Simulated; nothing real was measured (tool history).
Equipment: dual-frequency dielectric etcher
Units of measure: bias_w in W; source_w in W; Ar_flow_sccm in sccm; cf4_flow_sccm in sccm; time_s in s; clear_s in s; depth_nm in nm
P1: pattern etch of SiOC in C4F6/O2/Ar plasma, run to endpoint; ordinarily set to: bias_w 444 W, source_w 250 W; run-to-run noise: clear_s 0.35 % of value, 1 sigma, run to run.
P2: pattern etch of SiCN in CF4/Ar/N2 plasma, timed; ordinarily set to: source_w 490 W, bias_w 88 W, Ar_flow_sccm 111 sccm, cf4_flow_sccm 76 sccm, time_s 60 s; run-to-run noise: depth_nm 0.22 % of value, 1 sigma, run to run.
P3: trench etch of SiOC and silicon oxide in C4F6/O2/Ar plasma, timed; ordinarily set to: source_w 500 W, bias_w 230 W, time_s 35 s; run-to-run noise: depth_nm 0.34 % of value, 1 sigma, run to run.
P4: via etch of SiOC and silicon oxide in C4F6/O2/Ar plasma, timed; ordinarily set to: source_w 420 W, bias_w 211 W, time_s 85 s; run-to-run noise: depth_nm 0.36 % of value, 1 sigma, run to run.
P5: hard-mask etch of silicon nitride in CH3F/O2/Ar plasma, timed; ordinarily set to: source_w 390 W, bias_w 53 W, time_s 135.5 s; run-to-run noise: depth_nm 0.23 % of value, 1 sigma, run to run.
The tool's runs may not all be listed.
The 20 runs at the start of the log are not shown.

run,hour,process,bias_w,source_w,Ar_flow_sccm,cf4_flow_sccm,time_s,hours since the last wet clean,hours since the last bias power generator calibration,hours since the last source power generator calibration,clear_s,depth_nm
21,138.6,P4,276,420,,,85,415,2605.8,2256.7,,112.59
22,144.4,P1,444,170,,,,420.8,2611.6,2262.5,23.903,
23,153,P2,118,490,111,76,60,429.4,2620.2,2271.1,,66.045
24,161.7,P3,230,500,,,35,438.1,2628.9,2279.8,,81.861
25,167.9,P2,88,490,111,76,60,444.3,2635.1,2286,,59.54
26,176.6,P2,88,490,111,76,60,453,2643.8,2294.7,,59.399
27,183,P1,444,300,,,,459.4,2650.2,2301.1,19.306,
28,191.7,P2,88,490,111,76,38,468.1,2658.9,2309.8,,37.589
29,196.6,P5,53,390,,,135.5,473,2663.8,2314.7,,81.119

Estimate the outcome of run 30 from the log above:
30,201.1,P5,53,390,,,135.5,477.5,2668.3,2319.2,,?

Logged for run 30: depth_nm 80.93 nm.

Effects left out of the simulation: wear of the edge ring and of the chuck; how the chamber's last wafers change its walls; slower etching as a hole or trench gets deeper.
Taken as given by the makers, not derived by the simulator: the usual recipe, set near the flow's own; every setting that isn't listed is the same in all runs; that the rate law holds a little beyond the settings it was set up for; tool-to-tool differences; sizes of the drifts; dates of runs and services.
